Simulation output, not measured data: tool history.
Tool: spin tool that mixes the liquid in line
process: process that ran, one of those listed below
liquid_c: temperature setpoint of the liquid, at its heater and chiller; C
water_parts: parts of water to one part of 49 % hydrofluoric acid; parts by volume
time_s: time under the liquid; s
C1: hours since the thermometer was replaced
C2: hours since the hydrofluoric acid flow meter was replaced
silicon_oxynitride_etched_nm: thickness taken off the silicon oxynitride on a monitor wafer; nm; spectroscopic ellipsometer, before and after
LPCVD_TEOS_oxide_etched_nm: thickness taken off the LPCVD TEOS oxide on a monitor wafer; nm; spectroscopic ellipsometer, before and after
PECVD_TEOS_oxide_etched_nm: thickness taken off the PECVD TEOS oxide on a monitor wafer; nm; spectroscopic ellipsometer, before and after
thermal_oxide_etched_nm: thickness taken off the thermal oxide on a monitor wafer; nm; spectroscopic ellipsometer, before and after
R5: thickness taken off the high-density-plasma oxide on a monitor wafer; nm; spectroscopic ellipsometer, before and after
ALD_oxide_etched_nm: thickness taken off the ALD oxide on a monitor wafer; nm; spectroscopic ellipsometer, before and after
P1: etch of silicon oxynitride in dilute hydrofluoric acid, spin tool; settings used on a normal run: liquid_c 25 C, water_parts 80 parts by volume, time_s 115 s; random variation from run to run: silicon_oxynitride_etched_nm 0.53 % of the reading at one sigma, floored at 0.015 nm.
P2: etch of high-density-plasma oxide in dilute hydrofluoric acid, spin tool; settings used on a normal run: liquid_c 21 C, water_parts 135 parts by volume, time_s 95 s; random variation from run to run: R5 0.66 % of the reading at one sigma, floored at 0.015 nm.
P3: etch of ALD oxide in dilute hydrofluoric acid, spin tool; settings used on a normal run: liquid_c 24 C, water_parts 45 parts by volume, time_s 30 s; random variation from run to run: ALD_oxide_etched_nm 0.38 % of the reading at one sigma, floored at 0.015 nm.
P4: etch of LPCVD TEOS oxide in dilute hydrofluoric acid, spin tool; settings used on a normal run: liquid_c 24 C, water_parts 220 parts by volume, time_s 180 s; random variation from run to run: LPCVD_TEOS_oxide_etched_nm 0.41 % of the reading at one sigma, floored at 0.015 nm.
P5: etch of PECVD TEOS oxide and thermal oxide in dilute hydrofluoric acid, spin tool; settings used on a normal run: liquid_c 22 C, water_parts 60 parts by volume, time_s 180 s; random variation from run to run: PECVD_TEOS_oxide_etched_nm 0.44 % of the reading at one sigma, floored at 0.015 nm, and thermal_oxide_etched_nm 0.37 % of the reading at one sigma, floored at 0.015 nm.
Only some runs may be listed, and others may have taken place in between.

Run 1, day 0.621: process P1, liquid_c 25 C, water_parts 80 parts by volume, time_s 115 s; C1 847.5; C2 94.5. Result: silicon_oxynitride_etched_nm 4.2163 nm.
Run 2, day 1.046: process P1, liquid_c 17.5 C, water_parts 40 parts by volume, time_s 115 s; C1 857.7; C2 104.7. Result: silicon_oxynitride_etched_nm 5.9593 nm.
Run 3, day 1.579: process P4, liquid_c 31.5 C, water_parts 220 parts by volume, time_s 180 s; C1 870.5; C2 117.5. Result: LPCVD_TEOS_oxide_etched_nm 36.305 nm.
Run 4, day 1.992: process P5, liquid_c 17 C, water_parts 60 parts by volume, time_s 180 s; C1 880.4; C2 127.4. Result: PECVD_TEOS_oxide_etched_nm 30.578 nm, thermal_oxide_etched_nm 10.729 nm.
Run 5, day 2.412: process P1, liquid_c 25 C, water_parts 80 parts by volume, time_s 115 s; C1 890.5; C2 137.5. Result: silicon_oxynitride_etched_nm 4.1791 nm.
Run 6, day 3.121: process P5, liquid_c 22 C, water_parts 60 parts by volume, time_s 285 s; C1 907.5; C2 154.5. Result: PECVD_TEOS_oxide_etched_nm 59.747 nm, thermal_oxide_etched_nm 21.076 nm.
Run 7, day 3.596: process P1, liquid_c 25 C, water_parts 80 parts by volume, time_s 115 s; C1 918.9; C2 165.9. Result: silicon_oxynitride_etched_nm 4.2351 nm.
Run 8, day 4.221: process P2, liquid_c 21 C, water_parts 135 parts by volume, time_s 155 s; C1 933.9; C2 180.9. Result: R5 6.6636 nm.
Run 9, day 4.942: process P4, liquid_c 24 C, water_parts 220 parts by volume, time_s 345 s; C1 951.2; C2 198.2. Result: LPCVD_TEOS_oxide_etched_nm 53.566 nm.
Run 10, day 5.3: process P1, liquid_c 25 C, water_parts 125 parts by volume, time_s 115 s; C1 959.8; C2 206.8. Result: silicon_oxynitride_etched_nm 2.5833 nm.
Run 11, day 5.933: process P3, liquid_c 24 C, water_parts 45 parts by volume, time_s 30 s; C1 975; C2 222. Result: ALD_oxide_etched_nm 20.499 nm.
Run 12, day 6.496: process P5, liquid_c 22 C, water_parts 60 parts by volume, time_s 180 s; C1 988.5; C2 235.5. Result: PECVD_TEOS_oxide_etched_nm 37.967 nm, thermal_oxide_etched_nm 13.321 nm.
Run 13, day 6.85: process P2, liquid_c 17 C, water_parts 135 parts by volume, time_s 95 s; C1 997; C2 244. Result: R5 3.4998 nm.
Run 14, day 7.388: process P1, liquid_c 25 C, water_parts 80 parts by volume, time_s 115 s; C1 1009.9; C2 256.9. Result: silicon_oxynitride_etched_nm 4.2136 nm.
Run 15, day 7.958: process P1, liquid_c 25 C, water_parts 80 parts by volume, time_s 205 s; C1 1023.6; C2 270.6. Result: silicon_oxynitride_etched_nm 7.4684 nm.
Run 16, day 8.304: process P1, liquid_c 25 C, water_parts 80 parts by volume, time_s 115 s; C1 1031.9; C2 278.9. Result: silicon_oxynitride_etched_nm 4.2052 nm.
Run 17, day 9.025: process P1, liquid_c 25 C, water_parts 80 parts by volume, time_s 115 s; C1 1049.2; C2 296.2. Result: silicon_oxynitride_etched_nm 4.187 nm.
Run 18, day 9.421: process P4, liquid_c 24 C, water_parts 375 parts by volume, time_s 180 s; C1 1058.7; C2 305.7. Result: LPCVD_TEOS_oxide_etched_nm 14.088 nm.
Run 19, day 9.904: process P2, liquid_c 21 C, water_parts 135 parts by volume, time_s 95 s; C1 1070.3; C2 317.3. Result: R5 4.1638 nm.
Run 20, day 10.496: process P3, liquid_c 24 C, water_parts 20 parts by volume, time_s 30 s; C1 1084.5; C2 331.5. Result: ALD_oxide_etched_nm 47.239 nm.
Run 21, day 11.012: process P3, liquid_c 24 C, water_parts 45 parts by volume, time_s 15 s; C1 1096.9; C2 343.9. Result: ALD_oxide_etched_nm 10.181 nm.
Run 22, day 11.338: process P5, liquid_c 22 C, water_parts 20 parts by volume, time_s 180 s; C1 1104.7; C2 351.7. Result: PECVD_TEOS_oxide_etched_nm 119.09 nm, thermal_oxide_etched_nm 42.06 nm.
Run 23, day 11.938: process P2, liquid_c 21 C, water_parts 25 parts by volume, time_s 95 s; C1 1119.1; C2 366.1. Result: R5 25.119 nm.
Run 24, day 12.562: process P1, liquid_c 25 C, water_parts 40 parts by volume, time_s 115 s; C1 1134.1; C2 381.1. Result: silicon_oxynitride_etched_nm 8.767 nm.
Run 25, day 13.25: process P1, liquid_c 25 C, water_parts 80 parts by volume, time_s 35 s; C1 1150.6; C2 397.6. Result: silicon_oxynitride_etched_nm 1.3084 nm.
Run 26, day 13.858: process P1, liquid_c 32.5 C, water_parts 80 parts by volume, time_s 65 s; C1 1165.2; C2 412.2. Result: silicon_oxynitride_etched_nm 3.3327 nm.
Run 27, day 14.421: process P4, liquid_c 24 C, water_parts 220 parts by volume, time_s 180 s; C1 1178.7; C2 425.7. Result: LPCVD_TEOS_oxide_etched_nm 27.854 nm.
Run 28, day 15.146: process P1, liquid_c 28.5 C, water_parts 80 parts by volume, time_s 115 s; C1 1196.1; C2 443.1. Result: silicon_oxynitride_etched_nm 4.9695 nm.
Run 29, day 15.642: process P3, liquid_c 18.5 C, water_parts 45 parts by volume, time_s 30 s; C1 1208; C2 455. Result: ALD_oxide_etched_nm 16.076 nm.
Run 30, day 16.375: process P5, liquid_c 22 C, water_parts 60 parts by volume, time_s 180 s; C1 1225.6; C2 472.6. Result: PECVD_TEOS_oxide_etched_nm 37.722 nm, thermal_oxide_etched_nm 13.404 nm.
Run 31, day 16.929: process P1, liquid_c 20.5 C, water_parts 80 parts by volume, time_s 115 s; C1 1238.9; C2 485.9. Result: silicon_oxynitride_etched_nm 3.3864 nm.
Run 32, day 17.542: process P1, liquid_c 25 C, water_parts 80 parts by volume, time_s 115 s; C1 1253.6; C2 500.6. Result: silicon_oxynitride_etched_nm 4.2037 nm.
Run 33, day 18.242: process P1, liquid_c 25 C, water_parts 80 parts by volume, time_s 115 s; C1 1270.4; C2 517.4. Result: silicon_oxynitride_etched_nm 4.1898 nm.
Run 34, day 18.575: process P1, liquid_c 25 C, water_parts 80 parts by volume, time_s 115 s; C1 1278.4; C2 525.4. Result: silicon_oxynitride_etched_nm 4.1299 nm.
Run 35, day 18.996: process P1, liquid_c 25 C, water_parts 80 parts by volume, time_s 115 s; C1 1288.5; C2 535.5. Result: silicon_oxynitride_etched_nm 4.0092 nm.
Run 36, day 19.383: process P1, liquid_c 25 C, water_parts 80 parts by volume, time_s 115 s; C1 1297.8; C2 544.8. Result: silicon_oxynitride_etched_nm 3.9544 nm.
Run 37, day 20.117: process P1, liquid_c 25 C, water_parts 80 parts by volume, time_s 115 s; C1 1315.4; C2 562.4. Result: silicon_oxynitride_etched_nm 3.9195 nm.
Run 38, day 20.733: process P1, liquid_c 25 C, water_parts 80 parts by volume, time_s 115 s; C1 1330.2; C2 577.2. Result: silicon_oxynitride_etched_nm 3.8379 nm.
Run 39, day 21.15: process P1, liquid_c 25 C, water_parts 80 parts by volume, time_s 115 s; C1 1340.2; C2 587.2. Result: silicon_oxynitride_etched_nm 3.8401 nm.
Run 40, day 21.529: process P1, liquid_c 25 C, water_parts 80 parts by volume, time_s 115 s; C1 1349.3; C2 596.3. Result: silicon_oxynitride_etched_nm 3.8792 nm.
Run 41, day 21.967: process P1, liquid_c 25 C, water_parts 80 parts by volume, time_s 115 s; C1 1359.8; C2 606.8. Result: silicon_oxynitride_etched_nm 3.8758 nm.
Run 42, day 22.475: process P1, liquid_c 25 C, water_parts 80 parts by volume, time_s 115 s; C1 1372; C2 619. Result: silicon_oxynitride_etched_nm 3.7904 nm.

Something has made what P1 gives creep away from where it was; the 2 causes below, each at its own stated size, fit the log equally well:
A: hydrofluoric acid flow below the setpoint (%) = 8.27
B: liquid colder than its thermometer reads (K) = 1.94
At approximately day 18.242, the process output began to creep.

Each of the 4 check runs below uses one wafer; its results are left as question marks. Which run tells the causes apart?
Run check 1, day 22.983: process P4, liquid_c 30.5 C, water_parts 220 parts by volume, time_s 180 s. Result: LPCVD_TEOS_oxide_etched_nm ?.
Run check 2, day 22.983: process P3, liquid_c 18.5 C, water_parts 20 parts by volume, time_s 30 s. Result: ALD_oxide_etched_nm ?.
Run check 3, day 22.983: process P2, liquid_c 21 C, water_parts 25 parts by volume, time_s 95 s. Result: R5 ?.
Run check 4, day 22.983: process P5, liquid_c 22 C, water_parts 20 parts by volume, time_s 280 s. Result: PECVD_TEOS_oxide_etched_nm ?, thermal_oxide_etched_nm ?.

Check results expected under each cause:
  check                      result    if A    if B
check 1  LPCVD_TEOS_oxide_etched_nm  31.409  32.809
check 2         ALD_oxide_etched_nm  34.122  34.205
check 3                          R5  23.167  23.284
check 4  PECVD_TEOS_oxide_etched_nm  169.97  170.78
check 4     thermal_oxide_etched_nm  59.853  60.141
How far apart the two closest causes lie, in the result that separates them most: check 1 4.36 %; check 2 0.24 %; check 3 0.5 %; check 4 0.48 %
Only in check 1 would the causes give clearly different results; in the remaining checks their results would be nearly the same.

Here is what check 1 returned: LPCVD_TEOS_oxide_etched_nm 31.421 nm. Which cause is it?

A is the cause: hydrofluoric acid flow below the setpoint (%).

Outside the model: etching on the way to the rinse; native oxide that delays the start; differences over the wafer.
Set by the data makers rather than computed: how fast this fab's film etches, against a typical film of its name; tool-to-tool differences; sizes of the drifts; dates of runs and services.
